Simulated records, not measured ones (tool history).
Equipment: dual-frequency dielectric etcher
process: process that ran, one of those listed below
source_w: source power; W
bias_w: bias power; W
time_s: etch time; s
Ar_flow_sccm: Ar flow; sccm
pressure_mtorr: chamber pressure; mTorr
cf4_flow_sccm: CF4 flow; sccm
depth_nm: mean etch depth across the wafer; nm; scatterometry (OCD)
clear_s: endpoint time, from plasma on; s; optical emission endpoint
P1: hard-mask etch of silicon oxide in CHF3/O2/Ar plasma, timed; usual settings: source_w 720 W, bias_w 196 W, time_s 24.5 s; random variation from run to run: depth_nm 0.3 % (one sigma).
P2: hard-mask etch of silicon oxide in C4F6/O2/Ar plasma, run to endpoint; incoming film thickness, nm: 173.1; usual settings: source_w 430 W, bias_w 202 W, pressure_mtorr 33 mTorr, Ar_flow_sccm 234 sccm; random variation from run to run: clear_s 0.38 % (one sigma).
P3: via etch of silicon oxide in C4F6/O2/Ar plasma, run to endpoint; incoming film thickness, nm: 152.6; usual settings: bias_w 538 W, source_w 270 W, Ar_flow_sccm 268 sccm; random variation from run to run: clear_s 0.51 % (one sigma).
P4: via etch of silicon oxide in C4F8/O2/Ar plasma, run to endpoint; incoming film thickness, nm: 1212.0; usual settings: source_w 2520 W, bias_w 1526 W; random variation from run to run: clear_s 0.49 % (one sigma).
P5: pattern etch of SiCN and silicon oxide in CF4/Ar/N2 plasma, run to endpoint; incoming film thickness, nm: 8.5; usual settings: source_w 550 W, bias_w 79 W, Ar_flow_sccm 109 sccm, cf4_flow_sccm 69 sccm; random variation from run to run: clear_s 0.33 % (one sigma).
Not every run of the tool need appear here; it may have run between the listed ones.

| run | day | process | source_w | bias_w | time_s | Ar_flow_sccm | pressure_mtorr | cf4_flow_sccm | hours since the last wet clean | hours since the last source power generator calibration | hours since the last bias power generator calibration | depth_nm | clear_s |
|---|---|---|---|---|---|---|---|---|---|---|---|---|---|
| 1 | 0.212 | P1 | 720 | 196 | 24.5 |  |  |  | 162.4 | 462.2 | 1507.7 | 53.976 |  |
| 2 | 0.408 | P3 | 270 | 710 |  | 268 |  |  | 167.1 | 466.9 | 1512.4 |  | 33.059 |
| 3 | 0.542 | P4 | 2520 | 1526 |  |  |  |  | 170.3 | 470.1 | 1515.6 |  | 241.14 |
| 4 | 0.683 | P4 | 1490 | 1526 |  |  |  |  | 173.7 | 473.5 | 1519 |  | 300.49 |
| 5 | 0.896 | P3 | 270 | 538 |  | 268 |  |  | 178.8 | 478.6 | 1524.1 |  | 37.208 |
| 6 | 1.054 | P2 | 430 | 202 |  | 234 | 39.5 |  | 182.6 | 482.4 | 1527.9 |  | 53.108 |
| 7 | 1.283 | P2 | 290 | 202 |  | 234 | 33 |  | 188.1 | 487.9 | 1533.4 |  | 60.238 |
| 8 | 1.575 | P3 | 270 | 538 |  | 268 |  |  | 195.1 | 494.9 | 1540.4 |  | 37.183 |
| 9 | 1.758 | P1 | 720 | 196 | 19 |  |  |  | 199.5 | 499.3 | 1544.8 | 41.646 |  |
| 10 | 1.954 | P1 | 540 | 196 | 24.5 |  |  |  | 204.2 | 504 | 1549.5 | 48.23 |  |
| 11 | 2.112 | P1 | 720 | 196 | 34 |  |  |  | 208 | 507.8 | 1553.3 | 75.016 |  |
| 12 | 2.35 | P1 | 880 | 196 | 24.5 |  |  |  | 213.7 | 513.5 | 1559 | 58.259 |  |
| 13 | 2.646 | P5 | 550 | 79 |  | 69 |  | 69 | 220.8 | 520.6 | 1566.1 |  | 7.7144 |
| 14 | 2.871 | P5 | 550 | 79 |  | 109 |  | 69 | 226.2 | 526 | 1571.5 |  | 8.2875 |
| 15 | 3.096 | P5 | 710 | 79 |  | 109 |  | 69 | 231.6 | 531.4 | 1576.9 |  | 6.5989 |
|  | 3.204 | bias power generator calibrated |
| 16 | 3.242 | P2 | 430 | 138 |  | 234 | 33 |  | 235.1 | 534.9 | 1 |  | 58.318 |
| 17 | 3.379 | P1 | 720 | 196 | 24.5 |  |  |  | 238.4 | 538.2 | 4.3 | 53.834 |  |
| 18 | 3.679 | P1 | 720 | 233 | 24.5 |  |  |  | 245.6 | 545.4 | 11.5 | 57.017 |  |
| 19 | 3.871 | P1 | 720 | 268 | 15.5 |  |  |  | 250.2 | 550 | 16.1 | 37.927 |  |
| 20 | 4.021 | P4 | 2520 | 1094 |  |  |  |  | 253.8 | 553.6 | 19.7 |  | 261.17 |
| 21 | 4.304 | P1 | 720 | 196 | 24.5 |  |  |  | 260.6 | 560.4 | 26.5 | 54.056 |  |
| 22 | 4.521 | P5 | 550 | 79 |  | 109 |  | 69 | 265.8 | 565.6 | 31.7 |  | 8.3135 |
| 23 | 4.704 | P5 | 550 | 49 |  | 109 |  | 69 | 270.2 | 570 | 36.1 |  | 9.6605 |
| 24 | 4.942 | P1 | 720 | 196 | 24.5 |  |  |  | 275.9 | 575.7 | 41.8 | 53.868 |  |
| 25 | 5.196 | P2 | 430 | 202 |  | 147 | 33 |  | 282 | 581.8 | 47.9 |  | 49.239 |
| 26 | 5.467 | P3 | 270 | 538 |  | 191 |  |  | 288.5 | 588.3 | 54.4 |  | 35.849 |
| 27 | 5.629 | P1 | 720 | 196 | 24.5 |  |  |  | 292.4 | 592.2 | 58.3 | 54.06 |  |
| 28 | 5.825 | P2 | 430 | 202 |  | 234 | 33 |  | 297.1 | 596.9 | 63 |  | 51.942 |
| 29 | 5.971 | P1 | 720 | 234 | 32 |  |  |  | 300.6 | 600.4 | 66.5 | 74.67 |  |
| 30 | 6.175 | P1 | 840 | 147 | 24.5 |  |  |  | 305.5 | 605.3 | 71.4 | 52.042 |  |
| 31 | 6.462 | P3 | 160 | 538 |  | 268 |  |  | 312.4 | 612.2 | 78.3 |  | 45.04 |
| 32 | 6.662 | P1 | 720 | 196 | 24.5 |  |  |  | 317.2 | 617 | 83.1 | 53.854 |  |
| 33 | 6.842 | P5 | 550 | 79 |  | 109 |  | 93 | 321.5 | 621.3 | 87.4 |  | 7.9053 |
| 34 | 7.1 | P1 | 720 | 133 | 24.5 |  |  |  | 327.7 | 627.5 | 93.6 | 47.409 |  |
| 35 | 7.321 | P1 | 720 | 196 | 24.5 |  |  |  | 333 | 632.8 | 98.9 | 53.919 |  |
| 36 | 7.488 | P1 | 720 | 196 | 24.5 |  |  |  | 337 | 636.8 | 102.9 | 53.366 |  |
| 37 | 7.746 | P1 | 720 | 196 | 24.5 |  |  |  | 343.2 | 643 | 109.1 | 53.401 |  |
| 38 | 7.996 | P1 | 720 | 196 | 24.5 |  |  |  | 349.2 | 649 | 115.1 | 53.2 |  |
| 39 | 8.221 | P1 | 720 | 196 | 24.5 |  |  |  | 354.6 | 654.4 | 120.5 | 52.874 |  |
|  | 8.242 | wet clean of the chamber |
| 40 | 8.392 | P1 | 720 | 196 | 24.5 |  |  |  | 3.6 | 658.5 | 124.6 | 53.272 |  |
| 41 | 8.683 | P1 | 720 | 196 | 24.5 |  |  |  | 10.6 | 665.5 | 131.6 | 52.991 |  |
| 42 | 8.862 | P1 | 720 | 196 | 24.5 |  |  |  | 14.9 | 669.8 | 135.9 | 52.899 |  |

What P1 gives has crept away from where it was. These 2 causes fit the log equally well, each at the size given:
A: bias power that arrives under what is set, % = 4.42
B: source power that arrives under what is set, % = 3.9
Onset of the creep was near day 7.321.
Excluded causes, each with its reason:
chamber walls in a state that lowers the etch rate, %: serviced at day 8.242, after the change had begun; the process did not return to its earlier output

4 check runs are offered, each on 2 wafers whose results are averaged, their results left as question marks. Which one tells the causes apart?
| check 1 | 9.042 | P2 | 430 | 159 |  | 197 | 33 |  |  |  |  |  | ? |
| check 2 | 9.042 | P4 | 2520 | 1105 |  |  |  |  |  |  |  |  | ? |
| check 3 | 9.042 | P3 | 160 | 538 |  | 268 |  |  |  |  |  |  | ? |
| check 4 | 9.042 | P5 | 550 | 60 |  | 80 |  | 69 |  |  |  |  | ? |

Check results expected under each cause:
| check | result | if A | if B |
|---|---|---|---|
| check 1 | clear_s | 55.629 | 55.735 |
| check 2 | clear_s | 263.84 | 265.33 |
| check 3 | clear_s | 45.658 | 45.507 |
| check 4 | clear_s | 8.7561 | 8.9477 |
Minimum pairwise separation of causes per check, each pair taken at its best-separating result: check 1 0.19 %; check 2 0.56 %; check 3 0.33 %; check 4 2.16 %
Only check 4 tells the causes apart: in the others they would give nearly the same result.

After running check 4, the following was obtained: clear_s 8.9502 s. Which cause does this point to?

It was cause B: source power that arrives under what is set, %.

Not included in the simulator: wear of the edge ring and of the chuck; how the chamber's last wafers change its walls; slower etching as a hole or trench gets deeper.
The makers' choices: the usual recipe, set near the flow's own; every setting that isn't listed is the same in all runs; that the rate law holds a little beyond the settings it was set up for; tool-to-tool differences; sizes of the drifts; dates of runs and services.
